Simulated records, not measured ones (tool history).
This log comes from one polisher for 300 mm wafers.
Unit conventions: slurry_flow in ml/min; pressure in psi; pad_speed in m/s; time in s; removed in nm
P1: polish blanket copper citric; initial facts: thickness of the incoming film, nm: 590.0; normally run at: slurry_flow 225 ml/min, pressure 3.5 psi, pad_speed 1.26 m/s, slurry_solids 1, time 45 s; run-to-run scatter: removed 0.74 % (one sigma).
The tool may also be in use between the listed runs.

run,hour,slurry_flow,pressure,pad_speed,slurry_solids,time,removed
1,6.7,225,3.5,1.26,1,45,126.46
2,15.9,225,3.5,1.26,1,45,125.7
3,21.7,225,3.5,1.26,1,64,179.64
4,30.9,225,3.5,1.26,0.55,45,110.82
5,36.8,135,3.5,1.26,1,45,116.62
6,45.4,225,3.5,1.26,1,45,124.46
7,51.6,330,3.5,1.26,1,45,130.29
8,58.5,350,3.5,1.26,1,20,58.916
9,63.2,225,3.5,1.26,1,26,72.004
10,70.9,225,3.5,1.26,1,45,125.09
# hour 71.8: slurry blender recalibrated
11,77.3,135,3.5,1.26,1.3,45,123.32
12,81.7,225,3.5,1.26,1.3,45,132.32
13,88.6,225,3.5,1.94,1,45,193.76
14,94.7,225,3.5,1.26,1.4,61,182.06
15,104,225,4.6,1.26,1,45,165.82
16,111.6,225,3.5,0.7,1,45,70.917
17,116.4,225,2.2,1.26,1,45,80.949
18,123.1,225,3.5,1.26,1,45,125.76
19,132.3,225,3.5,1.26,1,45,122.62
20,138.9,225,3.5,1.26,1,45,121.5
# hour 144.3: worn pad replaced by a new one
21,144.4,225,3.5,1.26,1,45,118.95
22,150.3,225,3.5,1.26,1,45,120.87
# hour 155.3: head pressure recalibrated
23,157,225,3.5,1.26,1,45,119.5
24,163.4,225,3.5,1.26,1,45,117.98
25,172.5,225,3.5,1.26,1,45,118.88
26,176.9,225,3.5,1.26,1,45,117.98
27,183.3,225,3.5,1.26,1,45,116.87

What P1 gives has crept off from where it sat before. The 2 causes that follow fit the log equally well, each at the size noted:
A: slurry flow missing at the pad, % = 37.7
B: abrasive missing from the slurry, % = 28.4
The onset of the drift is placed at about hour 123.1.
Each remaining cause and why it is not a fit:
removal rate lost through wear of the pad, %: maintenance at hour 144.3, after the shift began, did not return the process to its former output
head's pressure below its setpoint, %: maintenance at hour 155.3, after the shift began, did not return the process to its former output

Each of the check runs listed below is run on 2 wafers and reports their average, with the results left as question marks. Pick the one under which the possible causes would lead to clearly different results.
check 1,189.7,135,3.5,1.26,1.3,45,?
check 2,189.7,225,3.5,1.26,1.2,45,?
check 3,189.7,225,4.6,1.26,1,64,?
check 4,189.7,225,4.2,1.26,1,45,?

Outcome of each check run for each possible cause:
check,result,if A,if B
check 1,removed,110.55,115
check 2,removed,122.33,122.15
check 3,removed,218.94,218.96
check 4,removed,140.72,140.74
Minimum pairwise separation of causes per check, each pair taken at its best-separating result: check 1 3.95 %; check 2 0.15 %; check 3 0.01 %; check 4 0.01 %
Check 1 distinguishes between the causes, while the remaining checks would return nearly the same result for all of them.

Check 1 has now been run. It gave: removed 111.5 nm. Which of the candidate causes is it?

A is the cause: slurry flow missing at the pad, %.

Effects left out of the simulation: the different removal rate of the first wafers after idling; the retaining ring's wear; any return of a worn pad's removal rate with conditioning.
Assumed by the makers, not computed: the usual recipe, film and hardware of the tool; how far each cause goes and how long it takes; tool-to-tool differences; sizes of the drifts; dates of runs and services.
